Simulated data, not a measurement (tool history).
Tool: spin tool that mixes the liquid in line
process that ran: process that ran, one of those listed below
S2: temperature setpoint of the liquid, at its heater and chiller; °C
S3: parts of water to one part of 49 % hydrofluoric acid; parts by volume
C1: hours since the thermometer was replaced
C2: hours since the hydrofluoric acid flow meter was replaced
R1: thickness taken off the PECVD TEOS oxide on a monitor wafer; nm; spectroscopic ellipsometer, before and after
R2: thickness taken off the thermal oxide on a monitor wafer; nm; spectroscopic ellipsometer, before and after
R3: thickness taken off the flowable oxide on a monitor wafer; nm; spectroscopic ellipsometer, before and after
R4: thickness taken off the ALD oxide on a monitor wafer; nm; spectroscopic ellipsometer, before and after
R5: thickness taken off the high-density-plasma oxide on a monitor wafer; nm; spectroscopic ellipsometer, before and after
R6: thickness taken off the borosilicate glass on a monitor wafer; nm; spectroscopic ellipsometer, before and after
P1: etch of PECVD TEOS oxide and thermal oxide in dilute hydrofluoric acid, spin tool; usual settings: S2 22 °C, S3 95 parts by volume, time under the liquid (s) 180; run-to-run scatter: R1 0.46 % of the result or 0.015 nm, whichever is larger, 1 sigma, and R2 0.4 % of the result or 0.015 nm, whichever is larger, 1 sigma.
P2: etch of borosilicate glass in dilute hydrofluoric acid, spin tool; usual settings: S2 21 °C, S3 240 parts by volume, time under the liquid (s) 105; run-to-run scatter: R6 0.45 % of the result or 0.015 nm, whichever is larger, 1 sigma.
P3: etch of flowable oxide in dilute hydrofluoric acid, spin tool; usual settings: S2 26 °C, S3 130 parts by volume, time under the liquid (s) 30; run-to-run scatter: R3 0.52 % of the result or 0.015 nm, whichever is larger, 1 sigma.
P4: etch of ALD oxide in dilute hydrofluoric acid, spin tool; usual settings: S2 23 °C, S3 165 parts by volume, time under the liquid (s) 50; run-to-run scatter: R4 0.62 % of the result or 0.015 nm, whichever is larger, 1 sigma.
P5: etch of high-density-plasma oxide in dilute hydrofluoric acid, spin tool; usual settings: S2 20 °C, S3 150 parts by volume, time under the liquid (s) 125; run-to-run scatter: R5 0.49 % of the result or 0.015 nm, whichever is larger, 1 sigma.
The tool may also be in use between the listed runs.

run 1 hour=12 | process_that_ran=P1 S2=22 S3=95 time_under_the_liquid_(s)=180 | C1=1203.5 C2=575.3 | R1=16.482 R2=8.0011
run 2 hour=30.4 | process_that_ran=P3 S2=26 S3=130 time_under_the_liquid_(s)=50 | C1=1221.9 C2=593.7 | R3=20.409
run 3 hour=43.8 | process_that_ran=P1 S2=22 S3=95 time_under_the_liquid_(s)=180 | C1=1235.3 C2=607.1 | R1=16.571 R2=7.9627
run 4 hour=56 | process_that_ran=P4 S2=17 S3=165 time_under_the_liquid_(s)=50 | C1=1247.5 C2=619.3 | R4=3.7878
run 5 hour=72.6 | process_that_ran=P5 S2=17 S3=150 time_under_the_liquid_(s)=125 | C1=1264.1 C2=635.9 | R5=5.5028
run 6 hour=81.6 | process_that_ran=P4 S2=23 S3=165 time_under_the_liquid_(s)=50 | C1=1273.1 C2=644.9 | R4=4.8573
run 7 hour=96.8 | process_that_ran=P1 S2=26 S3=95 time_under_the_liquid_(s)=180 | C1=1288.3 C2=660.1 | R1=19.234 R2=9.3146
run 8 hour=105.2 | process_that_ran=P4 S2=23 S3=165 time_under_the_liquid_(s)=15 | C1=1296.7 C2=668.5 | R4=1.4481
run 9 hour=119.6 | process_that_ran=P2 S2=21 S3=240 time_under_the_liquid_(s)=105 | C1=1311.1 C2=682.9 | R6=9.4645
run 10 hour=133.5 | process_that_ran=P1 S2=22 S3=95 time_under_the_liquid_(s)=180 | C1=1325 C2=696.8 | R1=16.57 R2=7.9548
run 11 hour=148.7 | process_that_ran=P1 S2=22 S3=95 time_under_the_liquid_(s)=75 | C1=1340.2 C2=712 | R1=6.9008 R2=3.3235
run 12 hour=157.3 | process_that_ran=P1 S2=22 S3=160 time_under_the_liquid_(s)=180 | C1=1348.8 C2=720.6 | R1=9.0314 R2=4.407
run 13 hour=166.3 | process_that_ran=P1 S2=22 S3=95 time_under_the_liquid_(s)=180 | C1=1357.8 C2=729.6 | R1=16.46 R2=7.9905
run 14 hour=184.8 | process_that_ran=P4 S2=23 S3=165 time_under_the_liquid_(s)=50 | C1=1376.3 C2=748.1 | R4=4.8949
run 15 hour=198.4 | process_that_ran=P4 S2=23 S3=100 time_under_the_liquid_(s)=50 | C1=1389.9 C2=761.7 | R4=8.6102
run 16 hour=215.7 | process_that_ran=P2 S2=21 S3=410 time_under_the_liquid_(s)=105 | C1=1407.2 C2=779 | R6=4.8263
run 17 hour=233.3 | process_that_ran=P1 S2=28 S3=95 time_under_the_liquid_(s)=15 | C1=1424.8 C2=796.6 | R1=1.7407 R2=0.83235
run 18 hour=246.6 | process_that_ran=P2 S2=21 S3=240 time_under_the_liquid_(s)=105 | C1=1438.1 C2=809.9 | R6=9.5174
run 19 hour=261.5 | process_that_ran=P5 S2=20 S3=270 time_under_the_liquid_(s)=125 | C1=1453 C2=824.8 | R5=3.0504
run 20 hour=271.3 | process_that_ran=P3 S2=18 S3=130 time_under_the_liquid_(s)=30 | C1=1462.8 C2=834.6 | R3=8.848
run 21 hour=280.1 | process_that_ran=P1 S2=22 S3=95 time_under_the_liquid_(s)=265 | C1=1471.6 C2=843.4 | R1=24.246 R2=11.73
run 22 hour=297.2 | process_that_ran=P1 S2=17 S3=95 time_under_the_liquid_(s)=180 | C1=1488.7 C2=860.5 | R1=13.482 R2=6.4757
run 23 hour=311.6 | process_that_ran=P1 S2=22 S3=95 time_under_the_liquid_(s)=180 | C1=1503.1 C2=874.9 | R1=16.574 R2=7.996
run 24 hour=320.1 | process_that_ran=P1 S2=22 S3=20 time_under_the_liquid_(s)=180 | C1=1511.6 C2=883.4 | R1=86.17 R2=41.752
run 25 hour=335.2 | process_that_ran=P3 S2=26 S3=130 time_under_the_liquid_(s)=30 | C1=1526.7 C2=898.5 | R3=12.162
run 26 hour=344.4 | process_that_ran=P5 S2=20 S3=150 time_under_the_liquid_(s)=55 | C1=1535.9 C2=907.7 | R5=2.6982
run 27 hour=361.7 | process_that_ran=P3 S2=26 S3=130 time_under_the_liquid_(s)=30 | C1=1553.2 C2=925 | R3=12.233
run 28 hour=370.6 | process_that_ran=P2 S2=29.5 S3=240 time_under_the_liquid_(s)=105 | C1=1562.1 C2=933.9 | R6=12.912
run 29 hour=386.7 | process_that_ran=P5 S2=20 S3=150 time_under_the_liquid_(s)=125 | C1=1578.2 C2=950 | R5=6.1213
run 30 hour=394.8 | process_that_ran=P2 S2=21 S3=240 time_under_the_liquid_(s)=15 | C1=1586.3 C2=958.1 | R6=1.391
run 31 hour=410.5 | process_that_ran=P1 S2=22 S3=95 time_under_the_liquid_(s)=180 | C1=1602 C2=973.8 | R1=16.464 R2=7.9452
run 32 hour=424.8 | process_that_ran=P1 S2=22 S3=95 time_under_the_liquid_(s)=180 | C1=1616.3 C2=988.1 | R1=16.514 R2=7.9909
run 33 hour=434.6 | process_that_ran=P3 S2=26 S3=225 time_under_the_liquid_(s)=30 | C1=1626.1 C2=997.9 | R3=6.2683

The next listed run, before its measurement:
run 34 hour=443.8 | process_that_ran=P1 S2=22 S3=95 time_under_the_liquid_(s)=180 | C1=1635.3 C2=1007.1 | R1=? R2=?

Run 34 gave R1 16.456 nm, R2 8.0217 nm.

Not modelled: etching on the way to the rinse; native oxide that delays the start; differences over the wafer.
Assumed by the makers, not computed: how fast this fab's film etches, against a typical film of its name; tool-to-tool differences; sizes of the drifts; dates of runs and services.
